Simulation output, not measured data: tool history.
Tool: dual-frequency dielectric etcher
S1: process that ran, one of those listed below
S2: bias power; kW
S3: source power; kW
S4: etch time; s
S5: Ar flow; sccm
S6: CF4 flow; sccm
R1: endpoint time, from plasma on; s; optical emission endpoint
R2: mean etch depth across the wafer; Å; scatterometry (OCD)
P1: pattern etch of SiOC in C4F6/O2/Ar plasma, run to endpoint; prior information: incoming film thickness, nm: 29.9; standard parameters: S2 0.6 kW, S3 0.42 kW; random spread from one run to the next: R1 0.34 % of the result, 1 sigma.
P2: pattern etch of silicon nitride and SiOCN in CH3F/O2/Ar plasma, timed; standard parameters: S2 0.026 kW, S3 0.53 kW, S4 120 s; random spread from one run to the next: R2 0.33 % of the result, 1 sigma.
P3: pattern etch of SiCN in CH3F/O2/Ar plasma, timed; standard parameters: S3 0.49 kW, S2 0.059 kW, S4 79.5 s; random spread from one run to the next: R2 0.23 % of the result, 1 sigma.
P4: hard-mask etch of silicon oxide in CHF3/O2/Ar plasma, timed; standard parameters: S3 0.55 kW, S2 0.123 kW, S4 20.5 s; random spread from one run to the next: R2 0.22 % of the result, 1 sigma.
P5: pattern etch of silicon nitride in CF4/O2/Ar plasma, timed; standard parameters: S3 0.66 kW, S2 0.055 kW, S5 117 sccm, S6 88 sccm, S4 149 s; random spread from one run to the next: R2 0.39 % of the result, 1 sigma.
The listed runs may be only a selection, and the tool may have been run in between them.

run 1 hour=13.1 | S1=P1 S2=0.6 S3=0.42 | R1=9.3898
run 2 hour=26.8 | S1=P1 S2=0.6 S3=0.29 | R1=10.704
run 3 hour=39.7 | S1=P3 S2=0.059 S3=0.33 S4=79.5 | R2=254.46
run 4 hour=52.2 | S1=P5 S2=0.055 S3=0.66 S4=195.5 S5=117 S6=88 | R2=4637.7
-- hour=65.7 wet clean of the chamber
run 5 hour=66.7 | S1=P1 S2=0.6 S3=0.42 | R1=9.4174
run 6 hour=77.9 | S1=P2 S2=0.026 S3=0.7 S4=120 | R2=210.43
run 7 hour=86.9 | S1=P1 S2=0.6 S3=0.42 | R1=9.4083
run 8 hour=97.9 | S1=P3 S2=0.059 S3=0.49 S4=106.5 | R2=395.73
run 9 hour=110.7 | S1=P5 S2=0.055 S3=0.66 S4=149 S5=117 S6=88 | R2=3556.4
run 10 hour=122.6 | S1=P2 S2=0.026 S3=0.53 S4=120 | R2=192.47
run 11 hour=136.7 | S1=P2 S2=0.026 S3=0.53 S4=120 | R2=192.84
run 12 hour=145.4 | S1=P1 S2=0.4 S3=0.42 | R1=10.951
run 13 hour=151.8 | S1=P5 S2=0.055 S3=0.79 S4=149 S5=117 S6=88 | R2=4161.8
run 14 hour=166.3 | S1=P2 S2=0.026 S3=0.53 S4=158.5 | R2=255.36
run 15 hour=177.7 | S1=P1 S2=0.746 S3=0.42 | R1=8.6858
run 16 hour=191.4 | S1=P1 S2=0.6 S3=0.42 | R1=9.447
run 17 hour=201.1 | S1=P5 S2=0.055 S3=0.66 S4=149 S5=117 S6=122 | R2=3733.6
run 18 hour=207.9 | S1=P5 S2=0.055 S3=0.66 S4=149 S5=89 S6=88 | R2=3718.8
run 19 hour=222.1 | S1=P3 S2=0.059 S3=0.49 S4=79.5 | R2=294.73
run 20 hour=228.4 | S1=P4 S2=0.165 S3=0.55 S4=20.5 | R2=380.13
run 21 hour=235.8 | S1=P4 S2=0.123 S3=0.33 S4=20.5 | R2=282.62
run 22 hour=250 | S1=P4 S2=0.123 S3=0.55 S4=20.5 | R2=345.32
run 23 hour=263.2 | S1=P2 S2=0.034 S3=0.53 S4=120 | R2=218.34
run 24 hour=274.6 | S1=P4 S2=0.123 S3=0.55 S4=20.5 | R2=344.93
-- hour=282.5 bias power generator calibrated
run 25 hour=284.3 | S1=P4 S2=0.123 S3=0.55 S4=25 | R2=422.09
run 26 hour=291 | S1=P5 S2=0.037 S3=0.66 S4=149 S5=117 S6=88 | R2=3065.3

What does the tool deliver on the next run?
run 27 hour=305.1 | S1=P1 S2=0.6 S3=0.49 | R1=?

{"run 27": {"R1": 8.8867}}
